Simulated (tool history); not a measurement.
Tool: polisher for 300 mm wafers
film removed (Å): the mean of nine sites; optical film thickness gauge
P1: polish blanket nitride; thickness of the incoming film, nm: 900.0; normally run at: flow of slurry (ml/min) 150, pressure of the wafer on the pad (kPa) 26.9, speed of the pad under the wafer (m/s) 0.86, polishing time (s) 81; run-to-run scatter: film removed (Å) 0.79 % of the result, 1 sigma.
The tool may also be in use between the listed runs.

run	day	flow of slurry (ml/min)	pressure of the wafer on the pad (kPa)	speed of the pad under the wafer (m/s)	polishing time (s)	wafers polished on this pad	hours since the slurry nozzle was cleaned	hours since the head pressure was calibrated	film removed (Å)
1	0.304	150	26.9	0.86	81	213	81.1	677.8	1151.30
2	0.467	150	26.9	1.30	81	237	85.0	681.7	1622.40
3	0.729	200	26.9	0.86	81	277	91.3	688.0	1203.80
4	0.983	150	26.9	0.86	81	316	97.4	694.1	1149.80
5	1.167	150	15.9	0.86	81	344	101.8	698.5	674.62
6	1.404	150	26.9	0.86	118	380	107.5	704.2	1698.40
7	1.633	105	26.9	0.86	81	415	113.0	709.7	1073.70
8	1.858	225	37.9	0.86	81	449	118.4	715.1	1721.60
9	2.083	150	26.9	0.86	60	483	123.8	720.5	846.78
10	2.229	150	26.9	0.86	81	505	127.3	724.0	1149.10
11	2.408	150	26.9	0.86	81	532	131.6	728.3	1153.30
# day 2.612: slurry nozzle cleaned
12	2.704	150	35.9	0.86	81	577	2.2	735.4	1548.80
13	2.904	150	26.9	0.38	81	608	7.0	740.2	605.10
14	3.129	150	26.9	1.18	118	642	12.4	745.6	2175.90
15	3.308	150	26.9	0.86	81	669	16.7	749.9	1162.60
16	3.450	150	26.9	0.86	81	691	20.1	753.3	1160.60
17	3.612	150	26.9	0.86	81	715	24.0	757.2	1143.20
18	3.821	150	26.9	0.86	81	747	29.0	762.2	1108.30
19	4.038	150	26.9	0.86	81	780	34.2	767.4	1092.00
# day 4.046: worn pad replaced by a new one
20	4.183	150	26.9	0.86	81	21	37.7	770.9	1065.20
21	4.492	150	26.9	0.86	81	68	45.1	778.3	1061.40
22	4.638	150	26.9	0.86	81	90	48.6	781.8	1046.00
23	4.912	150	26.9	0.86	81	131	55.2	788.4	1050.00
24	5.125	150	26.9	0.86	81	164	60.3	793.5	1041.00

What P1 gives has crept away from where it was. These 2 causes fit the log equally well, each at the size given:
A: slurry flow missing at the pad, % = 38.1
B: head's pressure below its setpoint, % = 9.83
The creep began at about day 3.450.
Why every other cause is out:
removal rate lost through wear of the pad, %: serviced at day 4.046, which brought nothing back

4 check runs are offered, each on 3 wafers whose results are averaged, their results left as question marks. Which one tells the causes apart?
check 1	5.338	150	17.2	0.40	81				?
check 2	5.338	150	26.9	1.28	81				?
check 3	5.338	150	26.9	1.20	81				?
check 4	5.338	110	34.5	0.86	81				?

What each check would give under each cause:
check	result	if A	if B
check 1	film removed (Å)	362.72	362.75
check 2	film removed (Å)	1434.90	1435.00
check 3	film removed (Å)	1362.70	1362.80
check 4	film removed (Å)	1217.90	1258.20
How far apart the two closest causes lie, in the result that separates them most: check 1 0.01 %; check 2 0.01 %; check 3 0.01 %; check 4 3.25 %
Only check 4 tells the causes apart: in the others they would give nearly the same result.

Then check 4 was run and gave: film removed (Å) 1217.70. Which cause is it?

It is A: slurry flow missing at the pad, %.

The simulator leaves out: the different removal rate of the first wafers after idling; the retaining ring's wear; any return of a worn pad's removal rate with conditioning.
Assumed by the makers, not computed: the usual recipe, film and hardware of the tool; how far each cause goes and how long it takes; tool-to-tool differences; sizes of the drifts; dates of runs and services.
